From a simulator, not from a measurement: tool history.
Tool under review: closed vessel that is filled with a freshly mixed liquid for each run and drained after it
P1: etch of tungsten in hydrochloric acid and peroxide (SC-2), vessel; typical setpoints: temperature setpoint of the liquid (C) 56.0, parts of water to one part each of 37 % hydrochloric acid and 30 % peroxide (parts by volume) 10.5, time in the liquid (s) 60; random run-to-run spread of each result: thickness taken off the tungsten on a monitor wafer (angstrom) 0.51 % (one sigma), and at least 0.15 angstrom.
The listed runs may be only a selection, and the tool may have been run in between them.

run	hour	temperature setpoint of the liquid (C)	parts of water to one part each of 37 % hydrochloric acid and 30 % peroxide (parts by volume)	time in the liquid (s)	thickness taken off the tungsten on a monitor wafer (angstrom)
1	7.3	56.0	10.5	60	250.490
2	18.3	44.0	10.5	30	56.120
3	29.6	56.0	10.5	60	250.030
4	40.9	41.0	10.5	60	90.459
5	52.2	64.5	10.5	60	427.190
6	62.4	56.0	10.5	115	480.420
7	73.4	56.0	10.5	60	251.570
8	80.6	56.0	14.0	30	98.069
9	87.9	41.5	18.0	60	58.737
10	94.9	56.0	4.0	60	516.020
11	106.6	56.0	10.5	60	250.480
12	115.5	56.0	18.0	60	156.230
13	125.2	56.0	10.5	60	249.950
14	136.1	56.0	10.5	60	251.820
15	144.9	56.0	10.5	60	252.390
16	156.7	56.0	10.5	30	124.510
17	165.2	56.0	10.5	60	250.500
18	176.6	56.0	10.5	60	260.350
19	188.5	56.0	10.5	60	265.940
20	197.7	56.0	10.5	60	269.000
21	208.2	56.0	10.5	60	270.990
22	216.2	56.0	10.5	60	269.540
23	227.3	56.0	10.5	60	270.740
24	237.9	56.0	10.5	60	271.790

What P1 gives has crept away from where it was. These 2 causes fit the log equally well, each at the size given:
A: chemicals flow above the setpoint (%) = 10.5
B: liquid hotter than its thermometer reads (K) = 1.3
The drift started at roughly hour 165.2.
What rules out each remaining cause:
peroxide weaker than its label (%): 8 at the very most, moving thickness taken off the tungsten on a monitor wafer (angstrom) by -7.4 %, which is either too weak or the wrong sign

Which of the 4 check runs listed below, each an average over 3 wafers with its results shown as question marks, gives clearly different results under the different listed causes?
check 1	248.5	56.0	17.0	110	?
check 2	248.5	41.5	16.0	60	?
check 3	248.5	46.5	4.0	60	?
check 4	248.5	45.0	10.5	60	?

If the cause were each of the candidates in turn, the checks would give the following:
check	result	if A	if B
check 1	thickness taken off the tungsten on a monitor wafer (angstrom)	329.940	328.090
check 2	thickness taken off the tungsten on a monitor wafer (angstrom)	71.622	71.825
check 3	thickness taken off the tungsten on a monitor wafer (angstrom)	296.890	303.740
check 4	thickness taken off the tungsten on a monitor wafer (angstrom)	130.910	131.670
Per-check spread between the two closest causes, in the result where they differ most: check 1 0.56 %; check 2 0.28 %; check 3 2.28 %; check 4 0.59 %
Check 3 is the one run that separates the causes; every other check would come out nearly the same whichever cause is at work.

Running check 3 produced the following: thickness taken off the tungsten on a monitor wafer (angstrom) 303.970. Which one of the listed causes fits?

It was cause B: liquid hotter than its thermometer reads (K).

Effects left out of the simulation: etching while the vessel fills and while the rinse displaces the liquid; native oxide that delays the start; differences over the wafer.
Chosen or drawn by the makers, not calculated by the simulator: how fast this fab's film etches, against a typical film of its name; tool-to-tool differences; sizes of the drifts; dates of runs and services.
